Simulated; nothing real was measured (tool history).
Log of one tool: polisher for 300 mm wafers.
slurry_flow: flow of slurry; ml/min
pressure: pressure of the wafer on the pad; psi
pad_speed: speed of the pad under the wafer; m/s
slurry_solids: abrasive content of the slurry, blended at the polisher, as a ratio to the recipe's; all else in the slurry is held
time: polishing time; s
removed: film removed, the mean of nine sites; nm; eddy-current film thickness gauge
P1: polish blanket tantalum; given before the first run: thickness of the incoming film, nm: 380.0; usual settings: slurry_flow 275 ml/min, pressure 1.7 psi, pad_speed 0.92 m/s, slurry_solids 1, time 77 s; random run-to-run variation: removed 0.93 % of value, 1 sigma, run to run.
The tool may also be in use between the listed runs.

run,hour,slurry_flow,pressure,pad_speed,slurry_solids,time,wafers polished on this pad,hours since the slurry nozzle was cleaned,hours since the head pressure was calibrated,hours since the slurry blender was calibrated,removed
1,13.4,275,1.7,0.92,1,77,240,242.2,777.7,35.1,120.25
2,21.6,275,2.6,0.92,1,77,289,250.4,785.9,43.3,184.82
3,30,275,1.7,0.92,1,77,339,258.8,794.3,51.7,118.68
4,45.6,275,1.7,0.92,0.7,77,431,274.4,809.9,67.3,106.38
5,60.5,275,1.7,1.44,1,77,519,289.3,824.8,82.2,189.71
6,71.3,275,1.7,0.92,1,77,583,300.1,835.6,93,120.47
7,79.4,275,0.8,0.92,1,77,631,308.2,843.7,101.1,56.852
8,93.8,275,1.7,0.92,1,42,717,322.6,858.1,115.5,65.332
9,102.8,355,1.7,0.92,1,77,770,331.6,867.1,124.5,124.35
10,112.8,165,1.7,0.92,1,77,829,341.6,877.1,134.5,111.89
11,122.8,275,1.7,0.92,1.35,77,889,351.6,887.1,144.5,128.49
# hour 126.1: slurry blender recalibrated
12,130.9,275,2.4,1.34,1,77,937,359.7,895.2,4.9,249
13,145.1,275,1.7,0.92,1,77,1021,373.9,909.4,19.1,119.82
14,157.9,275,1.7,0.92,1,77,1097,386.7,922.2,31.9,120.91
15,170.3,275,1.7,0.92,1,77,1170,399.1,934.6,44.3,120.31
16,182.1,275,1.7,0.92,1,77,1240,410.9,946.4,56.1,119.27
17,197.9,275,1.7,0.42,1,77,1334,426.7,962.2,71.9,55.585
18,208.8,275,1.7,0.92,1,108,1399,437.6,973.1,82.8,167.68
19,220.5,275,1.7,0.92,1,77,1468,449.3,984.8,94.5,119.83
20,228,275,1.7,0.92,1,77,1512,456.8,992.3,102,116.63
21,235,275,1.7,0.92,1,77,1554,463.8,999.3,109,115.25
22,245.8,275,1.7,0.92,1,77,1618,474.6,1010.1,119.8,111.94
23,257.5,275,1.7,0.92,1,77,1687,486.3,1021.8,131.5,111.29
24,267.3,275,1.7,0.92,1,77,1745,496.1,1031.6,141.3,108.61
25,275.2,275,1.7,0.92,1,77,1792,504,1039.5,149.2,108.52
# hour 278.8: slurry nozzle cleaned
# hour 283.6: worn pad replaced by a new one
26,290.5,275,1.7,0.92,1,77,40,11.7,1054.8,164.5,108.29
27,297.6,275,1.7,0.92,1,77,83,18.8,1061.9,171.6,107.29
28,305.5,275,1.7,0.92,1,77,129,26.7,1069.8,179.5,106.88
29,316.9,275,1.7,0.92,1,77,197,38.1,1081.2,190.9,106.73
30,327.7,275,1.7,0.92,1,77,261,48.9,1092,201.7,108.12

The output of P1 has drifted from where it used to be. Each of the 2 causes below, taken at the size shown beside it, accounts for the log equally well:
A: head's pressure below its setpoint, % = 11.4
B: abrasive missing from the slurry, % = 31
The drift started at roughly hour 220.5.
Other possible causes, and why each is ruled out:
removal rate lost through wear of the pad, %: serviced after onset, at hour 283.6, with no recovery of the prior output
slurry flow missing at the pad, %: serviced after onset, at hour 278.8, with no recovery of the prior output

4 check runs are offered, each on 5 wafers whose results are averaged, their results left as question marks. Which one tells the causes apart?
check 1,338.5,275,1.7,1.38,1,42,,,,,?
check 2,338.5,355,1.7,1.32,1,77,,,,,?
check 3,338.5,275,1.7,0.6,0.7,77,,,,,?
check 4,338.5,335,2.6,0.92,1,77,,,,,?

Outcome of each check run for each possible cause:
check,result,if A,if B
check 1,removed,87.427,87.45
check 2,removed,156.72,156.77
check 3,removed,62.085,60.233
check 4,removed,166.3,166.35
Distance between the nearest two causes, measured in the result of the check that separates them most: check 1 0.03 %; check 2 0.03 %; check 3 3.03 %; check 4 0.03 %
The other checks would show nearly matching results whichever cause is true, so check 3 is the only one that separates the causes.

After running check 3, the following was obtained: removed 62.115 nm. Which cause does this point to?

It is A: head's pressure below its setpoint, %.
